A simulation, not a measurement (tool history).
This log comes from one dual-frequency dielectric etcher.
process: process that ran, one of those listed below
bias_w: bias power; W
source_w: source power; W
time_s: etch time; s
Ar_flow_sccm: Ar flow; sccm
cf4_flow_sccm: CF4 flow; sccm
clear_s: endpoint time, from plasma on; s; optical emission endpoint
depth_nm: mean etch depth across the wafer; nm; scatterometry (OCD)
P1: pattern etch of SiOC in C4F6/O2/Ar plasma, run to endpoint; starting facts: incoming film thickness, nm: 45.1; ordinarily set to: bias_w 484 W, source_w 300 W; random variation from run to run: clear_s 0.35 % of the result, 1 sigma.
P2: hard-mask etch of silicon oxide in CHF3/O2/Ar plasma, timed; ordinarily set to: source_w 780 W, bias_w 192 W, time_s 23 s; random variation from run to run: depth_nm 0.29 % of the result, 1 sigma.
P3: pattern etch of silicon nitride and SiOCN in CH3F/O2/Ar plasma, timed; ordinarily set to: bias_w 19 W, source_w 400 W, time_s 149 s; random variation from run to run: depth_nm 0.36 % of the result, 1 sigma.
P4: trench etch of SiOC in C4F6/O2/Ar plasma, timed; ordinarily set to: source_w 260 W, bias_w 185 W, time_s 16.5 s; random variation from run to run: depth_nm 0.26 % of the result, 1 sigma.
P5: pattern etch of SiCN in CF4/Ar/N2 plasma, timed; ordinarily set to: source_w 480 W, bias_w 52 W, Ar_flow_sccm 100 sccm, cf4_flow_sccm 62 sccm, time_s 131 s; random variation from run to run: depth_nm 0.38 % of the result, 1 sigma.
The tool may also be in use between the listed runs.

run   hour  process  bias_w  source_w  time_s  Ar_flow_sccm  cf4_flow_sccm  clear_s  depth_nm
  1    6.1       P1     484       300                                        17.333
  2   15.7       P4     229       260    16.5                                          31.586
  3   28.3       P4     185       340    16.5                                           32.39
  4     35       P1     484       370                                        16.124
  5   45.9       P1     672       300                                        15.316
  6   51.4       P1     351       200                                        22.764
  7   57.1       P2     192       780      23                                          49.707
  8   67.6       P1     484       300                                        17.339
  9   78.7       P3      19       400     149                                          18.595
 10   89.6       P1     484       300                                        17.395
 11   95.7       P5      52       480     131            79             62              109.6
 12  107.6       P1     484       230                                        19.191
 13    120       P2     192      1000      23                                          54.562
 14    131       P3      19       400     215                                          27.032
 15  142.9       P5      52       480     131           100             62             105.33
 16  152.3       P2     192       780    13.5                                          29.257
 17  160.5       P5      52       480     131           100             62             105.91
 18  166.9       P3      19       400     149                                          18.555
 19  172.9       P5      52       480     131           100             47             100.59
       178  -- source power generator calibrated
 20  185.6       P5      73       480     131           100             62             117.29
 21  196.1       P3      19       550     149                                          20.722
 22  203.8       P1     351       300                                        19.727
 23  210.6       P4     185       260    16.5                                          29.258
 24    219       P5      52       480     163           100             62             130.84
 25  230.1       P4     185       260    23.5                                          41.399
 26  236.9       P2     192       780      23                                          49.607
 27  244.9       P1     665       400                                        13.921
 28  253.3       P1     484       300                                        17.407
 29  258.9       P1     484       300                                        17.356
 30  270.5       P4     185       260    16.5                                          29.157
 31  279.7       P5      52       650     131           100             62             138.39
 32  289.9       P3      12       400     149                                          15.336
 33  299.9       P2     252       780      23                                          54.574
 34  308.4       P1     484       300                                        17.449
 35  315.3       P1     484       300                                        17.327
 36  324.6       P1     484       300                                        17.581
 37  333.4       P1     484       300                                        17.578
 38  342.2       P1     484       300                                        17.716
 39  353.4       P1     484       300                                        17.649
 40  358.9       P1     484       300                                         17.73
 41  371.6       P1     484       300                                        17.719
     377.4  -- wet clean of the chamber
 42  379.8       P1     484       300                                        17.663
 43  387.9       P1     484       300                                        17.804
 44  398.5       P1     484       300                                        17.748

P1 no longer gives what it gave before; its output has crept away from where it was. The following 2 causes, each at its listed size, fit the log equally well:
A: source power that arrives under what is set, % = 4.67
B: bias power that arrives under what is set, % = 4.57
The creep began at about hour 315.3.
Ruled out, with reasons:
chamber walls in a state that lowers the etch rate, %: was serviced at hour 377.4, once the creep was under way, yet the earlier output never came back

Question marks stand in for the results of the 4 check runs listed below, each run on one wafer. Under which run would the listed causes show clearly different results?
check 1  409.1       P4     185       260    16.5                                               ?
check 2  409.1       P2     192       780      23                                               ?
check 3  409.1       P3      19       400     149                                               ?
check 4  409.1       P5      52       480     131           100             62                  ?

If the cause were each of the candidates in turn, the checks would give the following:
  check    result    if A    if B
check 1  depth_nm  28.684  28.773
check 2  depth_nm  48.797  48.931
check 3  depth_nm  18.239   18.18
check 4  depth_nm  100.89  103.66
Gap, in per cent, between the two causes that each check separates least, read from the result that separates them most: check 1 0.31 %; check 2 0.27 %; check 3 0.32 %; check 4 2.71 %
The causes can be told apart only by check 4. The other checks would give nearly the same results under each of them.

After running check 4, the following was obtained: depth_nm 100.57 nm. Which cause does this point to?

The cause is A: source power that arrives under what is set, %.
